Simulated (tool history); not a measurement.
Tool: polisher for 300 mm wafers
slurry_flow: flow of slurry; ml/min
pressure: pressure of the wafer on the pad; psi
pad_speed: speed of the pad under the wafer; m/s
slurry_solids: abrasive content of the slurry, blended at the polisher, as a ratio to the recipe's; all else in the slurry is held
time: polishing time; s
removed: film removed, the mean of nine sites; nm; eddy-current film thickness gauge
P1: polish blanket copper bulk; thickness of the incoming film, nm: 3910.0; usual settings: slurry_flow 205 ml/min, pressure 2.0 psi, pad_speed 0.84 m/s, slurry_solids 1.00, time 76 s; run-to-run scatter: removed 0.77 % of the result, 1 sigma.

run	hour	slurry_flow	pressure	pad_speed	slurry_solids	time	wafers polished on this pad	hours since the slurry nozzle was cleaned	hours since the head pressure was calibrated	hours since the slurry blender was calibrated	removed
1	3.6	205	2.0	0.84	1.00	76	696	496.5	102.8	219.7	356.22
2	9.6	205	0.9	0.84	1.00	76	753	502.5	108.8	225.7	160.79
# hour 10.9: worn pad replaced by a new one
3	14.6	205	2.0	0.84	1.00	76	35	507.5	113.8	230.7	357.18
4	19.9	205	2.0	0.84	0.75	76	86	512.8	119.1	236.0	338.57
5	24.4	145	2.0	0.84	1.00	76	129	517.3	123.6	240.5	342.94
6	30.8	205	2.0	0.84	1.00	54	189	523.7	130.0	246.9	249.98
7	35.8	205	2.0	0.84	1.00	76	237	528.7	135.0	251.9	357.14
8	42.1	205	2.0	0.44	1.35	76	297	535.0	141.3	258.2	200.20
9	46.4	205	2.0	0.84	1.00	76	338	539.3	145.6	262.5	358.01
10	50.6	205	2.0	1.08	1.00	76	378	543.5	149.8	266.7	464.69
11	57.9	205	2.0	0.84	1.00	76	448	550.8	157.1	274.0	357.68
12	63.2	205	2.0	0.84	1.00	108	498	556.1	162.4	279.3	511.53
13	67.1	205	2.0	0.64	1.45	76	535	560.0	166.3	283.2	298.00
14	73.9	205	2.0	0.84	1.00	76	600	566.8	173.1	290.0	358.63
15	77.9	205	2.0	0.50	1.00	76	638	570.8	177.1	294.0	212.20
16	83.0	205	3.1	0.84	1.00	76	687	575.9	182.2	299.1	560.30
17	89.7	205	2.0	0.84	1.40	76	750	582.6	188.9	305.8	384.56
18	93.8	205	2.0	0.84	1.00	76	789	586.7	193.0	309.9	360.94
19	100.0	315	2.0	0.84	1.00	76	848	592.9	199.2	316.1	375.45
20	106.6	205	2.0	0.84	1.00	76	911	599.5	205.8	322.7	354.74
21	112.0	205	2.0	0.84	1.00	76	963	604.9	211.2	328.1	349.93
22	118.0	205	2.0	0.84	1.00	76	1020	610.9	217.2	334.1	338.12
23	122.5	205	2.0	0.84	1.00	76	1063	615.4	221.7	338.6	340.23

The next listed run, before its measurement:
24	125.8	205	2.0	0.84	1.00	76	1094	618.7	225.0	341.9	?

removed: 333.29 nm
